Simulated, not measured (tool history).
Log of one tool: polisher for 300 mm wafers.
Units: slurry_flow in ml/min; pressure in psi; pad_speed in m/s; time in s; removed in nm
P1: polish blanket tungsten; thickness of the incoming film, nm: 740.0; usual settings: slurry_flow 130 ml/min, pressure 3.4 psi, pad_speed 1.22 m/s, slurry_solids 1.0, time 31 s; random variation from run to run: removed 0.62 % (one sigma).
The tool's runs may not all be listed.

run 1 hour=4.1 | slurry_flow=130 pressure=3.4 pad_speed=1.22 slurry_solids=1.0 time=31 | removed=194.68
run 2 hour=8.8 | slurry_flow=130 pressure=2.2 pad_speed=1.22 slurry_solids=1.0 time=31 | removed=126.45
run 3 hour=11.7 | slurry_flow=130 pressure=3.4 pad_speed=1.22 slurry_solids=1.0 time=31 | removed=193.63
run 4 hour=17.4 | slurry_flow=190 pressure=3.4 pad_speed=1.22 slurry_solids=1.0 time=31 | removed=207.16
run 5 hour=20.3 | slurry_flow=130 pressure=3.4 pad_speed=1.22 slurry_solids=1.0 time=47 | removed=295.63
run 6 hour=25.2 | slurry_flow=130 pressure=3.4 pad_speed=1.22 slurry_solids=1.5 time=31 | removed=212.01
run 7 hour=28.6 | slurry_flow=130 pressure=3.4 pad_speed=1.22 slurry_solids=1.0 time=31 | removed=192.58
-- hour=34.0 head pressure recalibrated
run 8 hour=34.3 | slurry_flow=130 pressure=3.4 pad_speed=0.64 slurry_solids=1.0 time=31 | removed=102.64
run 9 hour=37.1 | slurry_flow=130 pressure=3.4 pad_speed=1.22 slurry_solids=1.0 time=31 | removed=193.90
run 10 hour=41.3 | slurry_flow=130 pressure=3.4 pad_speed=1.22 slurry_solids=0.6 time=31 | removed=172.17
run 11 hour=44.2 | slurry_flow=130 pressure=3.4 pad_speed=1.78 slurry_solids=0.8 time=31 | removed=269.57
-- hour=45.2 slurry tank refilled with fresh slurry and peroxide
run 12 hour=47.8 | slurry_flow=130 pressure=3.4 pad_speed=1.22 slurry_solids=1.0 time=17 | removed=106.02
run 13 hour=53.5 | slurry_flow=130 pressure=3.4 pad_speed=1.76 slurry_solids=1.0 time=31 | removed=282.82
run 14 hour=57.4 | slurry_flow=80 pressure=3.4 pad_speed=1.22 slurry_solids=1.0 time=31 | removed=173.63
run 15 hour=61.1 | slurry_flow=130 pressure=5.4 pad_speed=1.22 slurry_solids=1.0 time=31 | removed=306.64
run 16 hour=65.6 | slurry_flow=130 pressure=3.4 pad_speed=1.22 slurry_solids=1.0 time=31 | removed=194.82
run 17 hour=71.4 | slurry_flow=130 pressure=3.4 pad_speed=1.22 slurry_solids=1.0 time=31 | removed=186.38
run 18 hour=74.9 | slurry_flow=130 pressure=3.4 pad_speed=1.22 slurry_solids=1.0 time=31 | removed=182.12
run 19 hour=77.6 | slurry_flow=130 pressure=3.4 pad_speed=1.22 slurry_solids=1.0 time=31 | removed=181.47
-- hour=78.3 worn pad replaced by a new one
run 20 hour=80.7 | slurry_flow=130 pressure=3.4 pad_speed=1.22 slurry_solids=1.0 time=31 | removed=178.85
-- hour=83.5 head pressure recalibrated
run 21 hour=85.6 | slurry_flow=130 pressure=3.4 pad_speed=1.22 slurry_solids=1.0 time=31 | removed=177.49
run 22 hour=88.3 | slurry_flow=130 pressure=3.4 pad_speed=1.22 slurry_solids=1.0 time=31 | removed=174.10
-- hour=88.9 slurry blender recalibrated
run 23 hour=92.8 | slurry_flow=130 pressure=3.4 pad_speed=1.22 slurry_solids=1.0 time=31 | removed=174.21
run 24 hour=95.9 | slurry_flow=130 pressure=3.4 pad_speed=1.22 slurry_solids=1.0 time=31 | removed=174.64
run 25 hour=98.6 | slurry_flow=130 pressure=3.4 pad_speed=1.22 slurry_solids=1.0 time=31 | removed=178.11

What P1 gives has crept away from where it was. These 2 causes fit the log equally well, each at the size given:
A: slurry flow missing at the pad, % = 34.9
B: peroxide lost from the slurry, % = 23.1
The creep began at about hour 65.6.
Why every other cause is out:
removal rate lost through wear of the pad, %: serviced at hour 78.3, which brought nothing back
head's pressure below its setpoint, %: serviced at hour 83.5, which brought nothing back
abrasive missing from the slurry, %: serviced at hour 88.9, which brought nothing back

4 check runs are offered, one wafer each, their results left as question marks. Which one tells the causes apart?
run check 1 hour=101.3 | slurry_flow=85 pressure=2.5 pad_speed=1.22 slurry_solids=1.00 time=31 | removed=?
run check 2 hour=101.3 | slurry_flow=130 pressure=3.4 pad_speed=0.82 slurry_solids=1.00 time=17 | removed=?
run check 3 hour=101.3 | slurry_flow=130 pressure=3.4 pad_speed=1.76 slurry_solids=1.00 time=31 | removed=?
run check 4 hour=101.3 | slurry_flow=130 pressure=3.4 pad_speed=1.22 slurry_solids=0.65 time=31 | removed=?

What each check would give under each cause:
check=check_1 result=removed if_A=111.150 if_B=116.290
check=check_2 result=removed if_A=64.541 if_B=64.530
check=check_3 result=removed if_A=252.610 if_B=252.560
check=check_4 result=removed if_A=158.480 if_B=158.460
How far apart the two closest causes lie, in the result that separates them most: check 1 4.52 %; check 2 0.02 %; check 3 0.02 %; check 4 0.02 %
Check 1 tells the causes apart: in the others they would give nearly the same result.

Then check 1 was run and gave: removed 110.490 nm. Which cause is it?

It is A: slurry flow missing at the pad, %.

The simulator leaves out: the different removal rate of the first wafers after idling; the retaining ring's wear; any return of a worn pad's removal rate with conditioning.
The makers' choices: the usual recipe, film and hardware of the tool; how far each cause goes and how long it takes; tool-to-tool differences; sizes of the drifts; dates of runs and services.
